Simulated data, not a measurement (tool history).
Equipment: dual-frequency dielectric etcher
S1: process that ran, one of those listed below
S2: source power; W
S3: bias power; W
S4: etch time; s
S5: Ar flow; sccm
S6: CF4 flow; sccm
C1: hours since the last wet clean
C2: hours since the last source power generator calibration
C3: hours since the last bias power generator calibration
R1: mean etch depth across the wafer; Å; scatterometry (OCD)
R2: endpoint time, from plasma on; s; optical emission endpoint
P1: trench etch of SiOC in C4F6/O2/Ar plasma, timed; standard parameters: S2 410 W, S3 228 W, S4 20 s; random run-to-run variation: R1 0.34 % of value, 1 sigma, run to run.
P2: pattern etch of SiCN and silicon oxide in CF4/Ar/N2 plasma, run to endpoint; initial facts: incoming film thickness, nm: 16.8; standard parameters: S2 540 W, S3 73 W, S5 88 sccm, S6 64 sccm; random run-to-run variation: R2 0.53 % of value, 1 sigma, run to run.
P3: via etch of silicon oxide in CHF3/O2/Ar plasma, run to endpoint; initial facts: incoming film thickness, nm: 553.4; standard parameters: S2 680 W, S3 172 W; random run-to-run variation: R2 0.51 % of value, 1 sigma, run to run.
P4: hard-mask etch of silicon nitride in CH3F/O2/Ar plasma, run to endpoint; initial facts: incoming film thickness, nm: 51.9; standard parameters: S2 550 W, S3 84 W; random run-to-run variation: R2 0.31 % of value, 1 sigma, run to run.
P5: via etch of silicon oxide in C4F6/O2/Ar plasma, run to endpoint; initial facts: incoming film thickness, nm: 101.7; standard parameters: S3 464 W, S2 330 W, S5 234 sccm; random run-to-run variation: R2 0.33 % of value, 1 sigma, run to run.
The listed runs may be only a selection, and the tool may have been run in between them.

{"run": 1, "hour": 2.7, "S1": "P1", "S2": 410, "S3": 228, "S4": 20, "C1": 199.9, "C2": 1621.1, "C3": 798.6, "R1": 428.21}
{"run": 2, "hour": 6.9, "S1": "P1", "S2": 410, "S3": 228, "S4": 20, "C1": 204.1, "C2": 1625.3, "C3": 802.8, "R1": 428.45}
{"run": 3, "hour": 13.1, "S1": "P1", "S2": 410, "S3": 228, "S4": 20, "C1": 210.3, "C2": 1631.5, "C3": 809, "R1": 426.69}
{"run": 4, "hour": 18.6, "S1": "P2", "S2": 540, "S3": 43, "S5": 88, "S6": 64, "C1": 215.8, "C2": 1637, "C3": 814.5, "R2": 20.076}
{"run": 5, "hour": 24.4, "S1": "P4", "S2": 550, "S3": 84, "C1": 221.6, "C2": 1642.8, "C3": 820.3, "R2": 61.547}
{"run": 6, "hour": 28.5, "S1": "P1", "S2": 410, "S3": 318, "S4": 26.5, "C1": 225.7, "C2": 1646.9, "C3": 824.4, "R1": 634.93}
{"run": 7, "hour": 33.2, "S1": "P2", "S2": 540, "S3": 73, "S5": 55, "S6": 64, "C1": 230.4, "C2": 1651.6, "C3": 829.1, "R2": 15.837}
{"run": 8, "hour": 37.9, "S1": "P3", "S2": 680, "S3": 172, "C1": 235.1, "C2": 1656.3, "C3": 833.8, "R2": 274.46}
{"run": 9, "hour": 43.4, "S1": "P1", "S2": 410, "S3": 168, "S4": 20, "C1": 240.6, "C2": 1661.8, "C3": 839.3, "R1": 388.74}
{"run": 10, "hour": 48.3, "S1": "P1", "S2": 410, "S3": 228, "S4": 20, "C1": 245.5, "C2": 1666.7, "C3": 844.2, "R1": 426.82}
{"run": 11, "hour": 52.7, "S1": "P2", "S2": 410, "S3": 73, "S5": 88, "S6": 64, "C1": 249.9, "C2": 1671.1, "C3": 848.6, "R2": 21.538}
{"run": 12, "hour": 56.6, "S1": "P5", "S2": 330, "S3": 464, "S5": 234, "C1": 253.8, "C2": 1675, "C3": 852.5, "R2": 22.984}
{"run": 13, "hour": 59.5, "S1": "P1", "S2": 300, "S3": 228, "S4": 20, "C1": 256.7, "C2": 1677.9, "C3": 855.4, "R1": 380.22}
{"run": 14, "hour": 64.5, "S1": "P1", "S2": 410, "S3": 228, "S4": 12, "C1": 261.7, "C2": 1682.9, "C3": 860.4, "R1": 256.85}
{"run": 15, "hour": 69.5, "S1": "P5", "S2": 240, "S3": 464, "S5": 234, "C1": 266.7, "C2": 1687.9, "C3": 865.4, "R2": 25.767}
{"run": 16, "hour": 74.9, "S1": "P4", "S2": 740, "S3": 84, "C1": 272.1, "C2": 1693.3, "C3": 870.8, "R2": 54.933}
{"run": 17, "hour": 78.8, "S1": "P1", "S2": 410, "S3": 228, "S4": 20, "C1": 276, "C2": 1697.2, "C3": 874.7, "R1": 426.36}
{"run": 18, "hour": 83.4, "S1": "P3", "S2": 680, "S3": 227, "C1": 280.6, "C2": 1701.8, "C3": 879.3, "R2": 248.82}
{"run": 19, "hour": 89.6, "S1": "P3", "S2": 480, "S3": 172, "C1": 286.8, "C2": 1708, "C3": 885.5, "R2": 311.88}
{"run": 20, "hour": 95.2, "S1": "P5", "S2": 330, "S3": 464, "S5": 314, "C1": 292.4, "C2": 1713.6, "C3": 891.1, "R2": 23.589}
{"run": 21, "hour": 100.7, "S1": "P1", "S2": 410, "S3": 228, "S4": 25.5, "C1": 297.9, "C2": 1719.1, "C3": 896.6, "R1": 548.13}
{"run": 22, "hour": 104.2, "S1": "P4", "S2": 550, "S3": 84, "C1": 301.4, "C2": 1722.6, "C3": 900.1, "R2": 61.515}
{"run": 23, "hour": 110.2, "S1": "P1", "S2": 410, "S3": 291, "S4": 20, "C1": 307.4, "C2": 1728.6, "C3": 906.1, "R1": 464.79}
{"run": 24, "hour": 114.6, "S1": "P5", "S2": 330, "S3": 464, "S5": 234, "C1": 311.8, "C2": 1733, "C3": 910.5, "R2": 22.907}
{"hour": 117.9, "done": "wet clean of the chamber"}
{"run": 25, "hour": 118.8, "S1": "P1", "S2": 410, "S3": 228, "S4": 20, "C1": 0.9, "C2": 1737.2, "C3": 914.7, "R1": 426.67}

Forecast run 26:
{"hour": 119.7, "done": "source power generator calibrated"}
{"run": 26, "hour": 122.6, "S1": "P2", "S2": 540, "S3": 73, "S5": 88, "S6": 38, "C1": 4.7, "C2": 2.9, "C3": 918.5, "R2": "?"}

For run 26 the tool returned R2 18.542 s.
